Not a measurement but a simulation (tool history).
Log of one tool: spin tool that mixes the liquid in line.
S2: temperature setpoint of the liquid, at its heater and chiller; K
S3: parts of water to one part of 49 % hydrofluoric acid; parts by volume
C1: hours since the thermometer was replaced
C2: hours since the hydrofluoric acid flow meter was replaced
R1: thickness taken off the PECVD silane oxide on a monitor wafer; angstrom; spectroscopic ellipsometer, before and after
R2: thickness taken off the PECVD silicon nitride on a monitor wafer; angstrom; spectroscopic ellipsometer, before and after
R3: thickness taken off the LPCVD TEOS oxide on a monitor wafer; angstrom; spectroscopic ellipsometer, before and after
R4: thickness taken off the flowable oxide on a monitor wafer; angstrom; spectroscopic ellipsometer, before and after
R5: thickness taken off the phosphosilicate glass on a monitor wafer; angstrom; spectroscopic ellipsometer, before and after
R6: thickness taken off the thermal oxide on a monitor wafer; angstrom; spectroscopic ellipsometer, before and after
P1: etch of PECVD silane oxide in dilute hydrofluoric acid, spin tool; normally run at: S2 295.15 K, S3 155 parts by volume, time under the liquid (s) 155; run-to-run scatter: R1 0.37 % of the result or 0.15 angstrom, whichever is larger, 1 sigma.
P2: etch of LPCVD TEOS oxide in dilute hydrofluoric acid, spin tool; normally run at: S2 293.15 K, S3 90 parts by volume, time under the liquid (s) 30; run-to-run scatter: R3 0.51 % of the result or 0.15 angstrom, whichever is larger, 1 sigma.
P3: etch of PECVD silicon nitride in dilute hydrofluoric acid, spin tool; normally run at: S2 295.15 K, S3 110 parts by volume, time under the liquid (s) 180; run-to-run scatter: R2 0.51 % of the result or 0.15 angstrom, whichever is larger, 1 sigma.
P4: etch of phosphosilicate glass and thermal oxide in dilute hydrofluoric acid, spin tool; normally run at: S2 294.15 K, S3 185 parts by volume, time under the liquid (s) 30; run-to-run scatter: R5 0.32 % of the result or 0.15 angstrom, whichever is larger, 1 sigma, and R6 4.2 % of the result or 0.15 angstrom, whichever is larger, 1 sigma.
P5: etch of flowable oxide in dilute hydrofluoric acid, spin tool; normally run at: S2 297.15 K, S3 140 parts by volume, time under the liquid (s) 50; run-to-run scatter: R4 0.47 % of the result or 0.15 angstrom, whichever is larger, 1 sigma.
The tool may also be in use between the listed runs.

Run 1, day 0.212: process that ran P1, S2 295.15 K, S3 155 parts by volume, time under the liquid (s) 155; C1 1287.4; C2 170. Result: R1 414.08 angstrom.
Run 2, day 0.362: process that ran P3, S2 295.15 K, S3 65 parts by volume, time under the liquid (s) 180; C1 1291; C2 173.6. Result: R2 69.451 angstrom.
Run 3, day 0.608: process that ran P1, S2 291.15 K, S3 155 parts by volume, time under the liquid (s) 95; C1 1296.9; C2 179.5. Result: R1 217.49 angstrom.
Run 4, day 0.817: process that ran P2, S2 290.15 K, S3 90 parts by volume, time under the liquid (s) 30; C1 1301.9; C2 184.5. Result: R3 50.083 angstrom.
Run 5, day 1.062: process that ran P5, S2 297.15 K, S3 140 parts by volume, time under the liquid (s) 50; C1 1307.8; C2 190.4. Result: R4 150.04 angstrom.
Run 6, day 1.288: process that ran P4, S2 298.15 K, S3 185 parts by volume, time under the liquid (s) 30; C1 1313.2; C2 195.8. Result: R5 97.486 angstrom, R6 7.6777 angstrom.
Run 7, day 1.4: process that ran P1, S2 303.15 K, S3 155 parts by volume, time under the liquid (s) 295; C1 1315.9; C2 198.5. Result: R1 1065.3 angstrom.
Run 8, day 1.6: process that ran P3, S2 295.15 K, S3 110 parts by volume, time under the liquid (s) 180; C1 1320.7; C2 203.3. Result: R2 41.66 angstrom.
Run 9, day 1.762: process that ran P5, S2 297.15 K, S3 250 parts by volume, time under the liquid (s) 50; C1 1324.6; C2 207.2. Result: R4 74.171 angstrom.
Run 10, day 1.871: process that ran P4, S2 294.15 K, S3 90 parts by volume, time under the liquid (s) 30; C1 1327.2; C2 209.8. Result: R5 192.05 angstrom, R6 16.307 angstrom.
Run 11, day 1.988: process that ran P5, S2 297.15 K, S3 140 parts by volume, time under the liquid (s) 15; C1 1330; C2 212.6. Result: R4 44.626 angstrom.
Run 12, day 2.129: process that ran P1, S2 295.15 K, S3 155 parts by volume, time under the liquid (s) 155; C1 1333.4; C2 216. Result: R1 417.21 angstrom.
Run 13, day 2.329: process that ran P1, S2 295.15 K, S3 155 parts by volume, time under the liquid (s) 60; C1 1338.2; C2 220.8. Result: R1 162.18 angstrom.
Run 14, day 2.533: process that ran P1, S2 295.15 K, S3 80 parts by volume, time under the liquid (s) 275; C1 1343.1; C2 225.7. Result: R1 1549.5 angstrom.
Run 15, day 2.679: process that ran P1, S2 295.15 K, S3 155 parts by volume, time under the liquid (s) 155; C1 1346.6; C2 229.2. Result: R1 417.17 angstrom.
Run 16, day 2.879: process that ran P1, S2 295.15 K, S3 155 parts by volume, time under the liquid (s) 155; C1 1351.4; C2 234. Result: R1 414.14 angstrom.
Run 17, day 3.125: process that ran P3, S2 302.15 K, S3 110 parts by volume, time under the liquid (s) 180; C1 1357.3; C2 239.9. Result: R2 66.034 angstrom.
At day 3.221: thermometer replaced.
Run 18, day 3.358: process that ran P2, S2 293.15 K, S3 90 parts by volume, time under the liquid (s) 30; C1 3.4; C2 245.5. Result: R3 56.694 angstrom.
Run 19, day 3.538: process that ran P5, S2 304.15 K, S3 140 parts by volume, time under the liquid (s) 50; C1 7.7; C2 249.8. Result: R4 193.89 angstrom.
Run 20, day 3.671: process that ran P1, S2 295.15 K, S3 60 parts by volume, time under the liquid (s) 155; C1 10.9; C2 253. Result: R1 1191.5 angstrom.
Run 21, day 3.8: process that ran P4, S2 294.15 K, S3 185 parts by volume, time under the liquid (s) 30; C1 14; C2 256.1. Result: R5 84.849 angstrom, R6 7.2081 angstrom.
Run 22, day 4.021: process that ran P2, S2 293.15 K, S3 90 parts by volume, time under the liquid (s) 45; C1 19.3; C2 261.4. Result: R3 84.739 angstrom.
Run 23, day 4.133: process that ran P1, S2 290.15 K, S3 155 parts by volume, time under the liquid (s) 155; C1 22; C2 264.1. Result: R1 339.49 angstrom.
Run 24, day 4.354: process that ran P1, S2 295.15 K, S3 155 parts by volume, time under the liquid (s) 155; C1 27.3; C2 269.4. Result: R1 414.26 angstrom.
Run 25, day 4.562: process that ran P1, S2 295.15 K, S3 240 parts by volume, time under the liquid (s) 155; C1 32.3; C2 274.4. Result: R1 245.98 angstrom.
Run 26, day 4.792: process that ran P1, S2 295.15 K, S3 155 parts by volume, time under the liquid (s) 250; C1 37.8; C2 279.9. Result: R1 670.37 angstrom.
Run 27, day 4.967: process that ran P1, S2 299.15 K, S3 155 parts by volume, time under the liquid (s) 155; C1 42; C2 284.1. Result: R1 487.12 angstrom.
Run 28, day 5.121: process that ran P2, S2 293.15 K, S3 40 parts by volume, time under the liquid (s) 30; C1 45.7; C2 287.8. Result: R3 135.71 angstrom.
Run 29, day 5.258: process that ran P4, S2 294.15 K, S3 185 parts by volume, time under the liquid (s) 50; C1 49; C2 291.1. Result: R5 141.29 angstrom, R6 10.993 angstrom.
Run 30, day 5.446: process that ran P1, S2 295.15 K, S3 155 parts by volume, time under the liquid (s) 155; C1 53.5; C2 295.6. Result: R1 414.03 angstrom.
Run 31, day 5.625: process that ran P3, S2 295.15 K, S3 110 parts by volume, time under the liquid (s) 60; C1 57.8; C2 299.9. Result: R2 13.737 angstrom.
Run 32, day 5.742: process that ran P1, S2 295.15 K, S3 155 parts by volume, time under the liquid (s) 155; C1 60.6; C2 302.7. Result: R1 413.16 angstrom.
Run 33, day 5.975: process that ran P1, S2 295.15 K, S3 155 parts by volume, time under the liquid (s) 155; C1 66.2; C2 308.3. Result: R1 434.32 angstrom.
Run 34, day 6.15: process that ran P1, S2 295.15 K, S3 155 parts by volume, time under the liquid (s) 155; C1 70.4; C2 312.5. Result: R1 444.07 angstrom.
Run 35, day 6.317: process that ran P1, S2 295.15 K, S3 155 parts by volume, time under the liquid (s) 155; C1 74.4; C2 316.5. Result: R1 446.19 angstrom.
Run 36, day 6.475: process that ran P1, S2 295.15 K, S3 155 parts by volume, time under the liquid (s) 155; C1 78.2; C2 320.3. Result: R1 450.93 angstrom.
Run 37, day 6.596: process that ran P1, S2 295.15 K, S3 155 parts by volume, time under the liquid (s) 155; C1 81.1; C2 323.2. Result: R1 452.9 angstrom.
Run 38, day 6.754: process that ran P1, S2 295.15 K, S3 155 parts by volume, time under the liquid (s) 155; C1 84.9; C2 327. Result: R1 453.62 angstrom.
Run 39, day 6.971: process that ran P1, S2 295.15 K, S3 155 parts by volume, time under the liquid (s) 155; C1 90.1; C2 332.2. Result: R1 452.73 angstrom.

What P1 gives has crept away from where it was. These 2 causes fit the log equally well, each at the size given:
A: hydrofluoric acid flow above the setpoint (%) = 7.67
B: liquid hotter than its thermometer reads (K) = 2.24
The creep began at about day 5.742.

4 check runs are offered, one wafer each, their results left as question marks. Which one tells the causes apart?
Run check 1, day 7.188: process that ran P3, S2 295.15 K, S3 110 parts by volume, time under the liquid (s) 180. Result: R2 ?.
Run check 2, day 7.188: process that ran P5, S2 297.15 K, S3 140 parts by volume, time under the liquid (s) 50. Result: R4 ?.
Run check 3, day 7.188: process that ran P4, S2 294.15 K, S3 185 parts by volume, time under the liquid (s) 30. Result: R5 ?, R6 ?.
Run check 4, day 7.188: process that ran P2, S2 293.15 K, S3 90 parts by volume, time under the liquid (s) 30. Result: R3 ?.

What each check would give under each cause:
  check  result    if A    if B
check 1      R2  45.056  48.588
check 2      R4  163.05  163.01
check 3      R5  92.103  91.905
check 3      R6  7.2941  7.2785
check 4      R3  61.558  62.209
How far apart the two closest causes lie, in the result that separates them most: check 1 7.55 %; check 2 0.02 %; check 3 0.21 %; check 4 1.05 %
Only check 1 tells the causes apart: in the others they would give nearly the same result.

Then check 1 was run and gave: R2 48.328 angstrom. Which cause is it?

It is B: liquid hotter than its thermometer reads (K).
